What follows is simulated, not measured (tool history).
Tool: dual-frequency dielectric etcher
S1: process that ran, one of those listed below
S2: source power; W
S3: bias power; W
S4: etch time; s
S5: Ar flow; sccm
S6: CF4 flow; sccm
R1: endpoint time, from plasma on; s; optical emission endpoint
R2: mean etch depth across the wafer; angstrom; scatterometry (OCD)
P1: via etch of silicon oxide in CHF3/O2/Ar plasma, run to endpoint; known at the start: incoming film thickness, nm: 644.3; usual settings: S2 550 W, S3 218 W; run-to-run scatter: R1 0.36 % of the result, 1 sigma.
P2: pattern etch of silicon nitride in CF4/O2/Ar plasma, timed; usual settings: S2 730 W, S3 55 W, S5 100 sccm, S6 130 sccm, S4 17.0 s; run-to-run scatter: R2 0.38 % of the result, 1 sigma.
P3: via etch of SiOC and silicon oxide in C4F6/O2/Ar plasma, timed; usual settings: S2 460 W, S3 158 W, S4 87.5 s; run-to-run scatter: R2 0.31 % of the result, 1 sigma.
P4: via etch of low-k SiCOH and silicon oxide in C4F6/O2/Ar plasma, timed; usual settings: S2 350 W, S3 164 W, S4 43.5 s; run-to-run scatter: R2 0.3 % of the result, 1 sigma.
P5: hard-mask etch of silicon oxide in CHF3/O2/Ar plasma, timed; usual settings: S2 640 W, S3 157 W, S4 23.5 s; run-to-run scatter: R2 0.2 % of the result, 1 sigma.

{"run": 1, "day": 0.167, "S1": "P1", "S2": 550, "S3": 218, "R1": 314.44}
{"run": 2, "day": 0.479, "S1": "P1", "S2": 550, "S3": 218, "R1": 313.71}
{"run": 3, "day": 0.646, "S1": "P3", "S2": 460, "S3": 158, "S4": 113.5, "R2": 1305.4}
{"run": 4, "day": 0.942, "S1": "P1", "S2": 550, "S3": 218, "R1": 314.12}
{"run": 5, "day": 1.108, "S1": "P2", "S2": 730, "S3": 55, "S4": 17.0, "S5": 100, "S6": 130, "R2": 484.55}
{"run": 6, "day": 1.308, "S1": "P2", "S2": 730, "S3": 55, "S4": 21.5, "S5": 100, "S6": 130, "R2": 616.45}
{"run": 7, "day": 1.458, "S1": "P2", "S2": 460, "S3": 55, "S4": 17.0, "S5": 100, "S6": 130, "R2": 322.4}
{"run": 8, "day": 1.758, "S1": "P4", "S2": 350, "S3": 164, "S4": 26.5, "R2": 563.33}
{"run": 9, "day": 1.921, "S1": "P1", "S2": 420, "S3": 218, "R1": 349.33}
{"run": 10, "day": 2.233, "S1": "P2", "S2": 730, "S3": 55, "S4": 17.0, "S5": 100, "S6": 130, "R2": 482.46}
{"run": 11, "day": 2.496, "S1": "P2", "S2": 730, "S3": 55, "S4": 17.0, "S5": 137, "S6": 130, "R2": 468.99}
{"run": 12, "day": 2.717, "S1": "P3", "S2": 460, "S3": 158, "S4": 87.5, "R2": 1008.3}
{"run": 13, "day": 2.921, "S1": "P2", "S2": 730, "S3": 77, "S4": 17.0, "S5": 100, "S6": 130, "R2": 553.43}
{"run": 14, "day": 3.104, "S1": "P1", "S2": 430, "S3": 135, "R1": 405.56}
{"run": 15, "day": 3.342, "S1": "P4", "S2": 350, "S3": 100, "S4": 43.5, "R2": 799.73}
{"run": 16, "day": 3.567, "S1": "P1", "S2": 550, "S3": 218, "R1": 313.4}
{"run": 17, "day": 3.788, "S1": "P1", "S2": 750, "S3": 159, "R1": 309.91}
{"run": 18, "day": 4.029, "S1": "P5", "S2": 860, "S3": 157, "S4": 23.5, "R2": 498.98}
{"run": 19, "day": 4.254, "S1": "P1", "S2": 660, "S3": 218, "R1": 291.46}
{"run": 20, "day": 4.408, "S1": "P4", "S2": 350, "S3": 164, "S4": 43.5, "R2": 927.14}
{"day": 4.438, "done": "bias power generator calibrated"}
{"run": 21, "day": 4.633, "S1": "P1", "S2": 550, "S3": 299, "R1": 278.22}
{"run": 22, "day": 4.796, "S1": "P1", "S2": 550, "S3": 218, "R1": 312.92}
{"run": 23, "day": 5.062, "S1": "P1", "S2": 550, "S3": 145, "R1": 357.93}
{"run": 24, "day": 5.333, "S1": "P3", "S2": 460, "S3": 92, "S4": 87.5, "R2": 862.49}
{"run": 25, "day": 5.517, "S1": "P5", "S2": 640, "S3": 157, "S4": 13.5, "R2": 256.22}
{"run": 26, "day": 5.746, "S1": "P5", "S2": 640, "S3": 218, "S4": 23.5, "R2": 496.86}
{"run": 27, "day": 6.021, "S1": "P4", "S2": 210, "S3": 164, "S4": 43.5, "R2": 753.55}
{"run": 28, "day": 6.242, "S1": "P3", "S2": 630, "S3": 158, "S4": 87.5, "R2": 1140.5}
{"run": 29, "day": 6.533, "S1": "P2", "S2": 730, "S3": 55, "S4": 17.0, "S5": 100, "S6": 159, "R2": 497.17}
{"run": 30, "day": 6.725, "S1": "P5", "S2": 640, "S3": 157, "S4": 23.5, "R2": 444.94}
{"run": 31, "day": 6.921, "S1": "P1", "S2": 390, "S3": 162, "R1": 392.71}
{"run": 32, "day": 7.242, "S1": "P1", "S2": 550, "S3": 218, "R1": 313.86}
{"run": 33, "day": 7.567, "S1": "P1", "S2": 550, "S3": 218, "R1": 315.52}
{"run": 34, "day": 7.875, "S1": "P1", "S2": 550, "S3": 218, "R1": 317.6}
{"run": 35, "day": 8.175, "S1": "P1", "S2": 550, "S3": 218, "R1": 318.45}
{"run": 36, "day": 8.5, "S1": "P1", "S2": 550, "S3": 218, "R1": 318.83}
{"day": 8.75, "done": "wet clean of the chamber"}
{"run": 37, "day": 8.808, "S1": "P1", "S2": 550, "S3": 218, "R1": 318.62}
{"run": 38, "day": 9.112, "S1": "P1", "S2": 550, "S3": 218, "R1": 318.86}
{"run": 39, "day": 9.375, "S1": "P1", "S2": 550, "S3": 218, "R1": 320.51}
{"run": 40, "day": 9.683, "S1": "P1", "S2": 550, "S3": 218, "R1": 319.72}
{"run": 41, "day": 9.954, "S1": "P1", "S2": 550, "S3": 218, "R1": 318.24}

What P1 gives has crept away from where it was. These 2 causes fit the log equally well, each at the size given:
A: bias power that arrives under what is set, % = 4.98
B: source power that arrives under what is set, % = 4.61
The creep began at about day 7.242.
Why every other cause is out:
chamber walls in a state that lowers the etch rate, %: serviced at day 8.750, which brought nothing back

4 check runs are offered, each on 2 wafers whose results are averaged, their results left as question marks. Which one tells the causes apart?
{"run": "check 1", "day": 10.225, "S1": "P3", "S2": 460, "S3": 102, "S4": 87.5, "R2": "?"}
{"run": "check 2", "day": 10.225, "S1": "P2", "S2": 730, "S3": 70, "S4": 17.0, "S5": 135, "S6": 130, "R2": "?"}
{"run": "check 3", "day": 10.225, "S1": "P4", "S2": 350, "S3": 109, "S4": 43.5, "R2": "?"}
{"run": "check 4", "day": 10.225, "S1": "P5", "S2": 830, "S3": 210, "S4": 23.5, "R2": "?"}

What each check would give under each cause:
check=check_1 result=R2 if_A=873.06 if_B=868.78
check=check_2 result=R2 if_A=502.87 if_B=492.41
check=check_3 result=R2 if_A=807.96 if_B=804.29
check=check_4 result=R2 if_A=533.08 if_B=532.67
How far apart the two closest causes lie, in the result that separates them most: check 1 0.49 %; check 2 2.1 %; check 3 0.45 %; check 4 0.08 %
Check 2 tells the causes apart: in the others they would give nearly the same result.

Then check 2 was run and gave: R2 492.61 angstrom. Which cause is it?

It is B: source power that arrives under what is set, %.
